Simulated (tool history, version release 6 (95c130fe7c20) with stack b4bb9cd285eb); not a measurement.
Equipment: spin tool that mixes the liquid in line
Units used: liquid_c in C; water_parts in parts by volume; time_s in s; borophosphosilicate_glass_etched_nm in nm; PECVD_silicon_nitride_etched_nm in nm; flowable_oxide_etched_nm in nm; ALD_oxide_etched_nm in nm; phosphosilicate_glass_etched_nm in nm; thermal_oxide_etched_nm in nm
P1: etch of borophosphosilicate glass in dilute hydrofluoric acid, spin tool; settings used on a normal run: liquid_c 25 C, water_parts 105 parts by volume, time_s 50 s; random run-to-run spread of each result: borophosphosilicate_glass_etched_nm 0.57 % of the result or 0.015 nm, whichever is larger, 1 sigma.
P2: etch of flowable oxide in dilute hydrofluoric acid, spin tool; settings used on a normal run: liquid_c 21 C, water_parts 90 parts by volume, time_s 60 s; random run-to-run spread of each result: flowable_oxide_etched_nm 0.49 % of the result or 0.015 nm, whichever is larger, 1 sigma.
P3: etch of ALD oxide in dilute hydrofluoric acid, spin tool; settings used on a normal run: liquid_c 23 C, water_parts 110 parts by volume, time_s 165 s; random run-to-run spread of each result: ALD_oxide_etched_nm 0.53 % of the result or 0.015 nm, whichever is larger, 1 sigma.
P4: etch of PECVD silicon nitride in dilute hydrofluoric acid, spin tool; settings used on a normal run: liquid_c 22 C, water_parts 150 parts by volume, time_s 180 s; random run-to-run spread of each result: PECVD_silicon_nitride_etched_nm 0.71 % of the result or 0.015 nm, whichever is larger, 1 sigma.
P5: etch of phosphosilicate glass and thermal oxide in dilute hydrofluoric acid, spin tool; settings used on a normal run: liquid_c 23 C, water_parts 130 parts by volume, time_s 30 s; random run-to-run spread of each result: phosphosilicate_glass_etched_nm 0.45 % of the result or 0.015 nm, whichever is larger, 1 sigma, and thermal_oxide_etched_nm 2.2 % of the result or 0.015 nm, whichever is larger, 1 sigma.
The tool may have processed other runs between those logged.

run   hour  process  liquid_c  water_parts  time_s  hours since the thermometer was replaced  hours since the hydrofluoric acid flow meter was replaced  borophosphosilicate_glass_etched_nm  PECVD_silicon_nitride_etched_nm  flowable_oxide_etched_nm  ALD_oxide_etched_nm  phosphosilicate_glass_etched_nm  thermal_oxide_etched_nm
  1    4.8       P1        25          105      50                                      1094                                                     1235.8                               28.009
  2   13.4       P4        22          150     350                                    1102.6                                                     1244.4                                                                6.1711
  3   19.6       P2        17           90      60                                    1108.8                                                     1250.6                                                                                          29.669
  4   23.9       P3      28.5          110     165                                    1113.1                                                     1254.9                                                                                                                35.29
  5   32.5       P1        25          105      50                                    1121.7                                                     1263.5                               27.818
  6     38       P5        23          130      30                                    1127.2                                                       1269                                                                                                                                                37.408                   1.0119
  7   42.7       P1      29.5          105      50                                    1131.9                                                     1273.7                               33.492
  8   49.6       P1        25          105      15                                    1138.8                                                     1280.6                               8.3982
  9   55.5       P3        23          110     165                                    1144.7                                                     1286.5                                                                                                               28.486
 10   63.3       P1        25          145      50                                    1152.5                                                     1294.3                               19.403
 11   72.5       P1        20          105      75                                    1161.7                                                     1303.5                               34.199
 12   80.8       P1        21           45      50                                      1170                                                     1311.8                               59.782
 13   89.4       P3        23          110      85                                    1178.6                                                     1320.4                                                                                                               14.834
 14   95.4       P4        22           60     180                                    1184.6                                                     1326.4                                                                7.8306
 15  102.2       P1        25          105      50                                    1191.4                                                     1333.2                               28.129
 16  111.8       P1        18          105      50                                      1201                                                     1342.8                               20.833
 17  116.2       P2        21          125      60                                    1205.4                                                     1347.2                                                                                          24.272
 18  120.4       P1        25           50      50                                    1209.6                                                     1351.4                               63.137
 19  125.7       P3        23           40     165                                    1214.9                                                     1356.7                                                                                                                85.56
 20  131.4       P1        25          160      15                                    1220.6                                                     1362.4                               5.1382
 21  140.2       P2        21           90      60                                    1229.4                                                     1371.2                                                                                          35.506
 22  146.7       P1        25          105      50                                    1235.9                                                     1377.7                               28.111
 23  151.9       P4        22          150     180                                    1241.1                                                     1382.9                                                                3.2201
 24  161.1       P5        23           30      30                                    1250.3                                                     1392.1                                                                                                                                                184.66                   4.7711
 25  165.4       P2        21           90      60                                    1254.6                                                     1396.4                                                                                          35.093
 26  171.5       P5        23          130      30                                    1260.7                                                     1402.5                                                                                                                                                 37.53                   1.0421
 27  179.2       P3        23          110     165                                    1268.4                                                     1410.2                                                                                                               28.526
 28  183.8       P2        21           90      15                                      1273                                                     1414.8                                                                                           8.812
 29  188.4       P5        19          130      30                                    1277.6                                                     1419.4                                                                                                                                                32.116                  0.82368
 30  195.2       P1        25          105      50                                    1284.4                                                     1426.2                               27.776
 31  200.1       P5        23          130      55                                    1289.3                                                     1431.1                                                                                                                                                 68.27                   1.8361
 32  206.2       P4        22          150     180                                    1295.4                                                     1437.2                                                                3.1668
 33  215.1       P1        25          105      50                                    1304.3                                                     1446.1                               28.403
 34  220.8       P1        25          105      75                                      1310                                                     1451.8                               42.226
 35  229.2       P4      29.5          150     180                                    1318.4                                                     1460.2                                                                5.1036
 36  233.4       P1        25          105      50                                    1322.6                                                     1464.4                               27.952
 37  242.4       P1        25          105      50                                    1331.6                                                     1473.4                               27.207
 38  249.5       P1        25          105      50                                    1338.7                                                     1480.5                                   27
 39  254.3       P1        25          105      50                                    1343.5                                                     1485.3                               26.985
 40  263.5       P1        25          105      50                                    1352.7                                                     1494.5                               26.576
 41  271.3       P1        25          105      50                                    1360.5                                                     1502.3                               26.506
 42    279       P1        25          105      50                                    1368.2                                                       1510                               26.351
 43  287.2       P1        25          105      50                                    1376.4                                                     1518.2                               26.198
 44    293       P1        25          105      50                                    1382.2                                                       1524                                26.44
 45  301.5       P1        25          105      50                                    1390.7                                                     1532.5                               26.293

Predict the results of run 46:
 46  309.4       P1        25          105      50                                    1398.6                                                     1540.4                                    ?

Run 46 yielded borophosphosilicate_glass_etched_nm 26.103 nm.
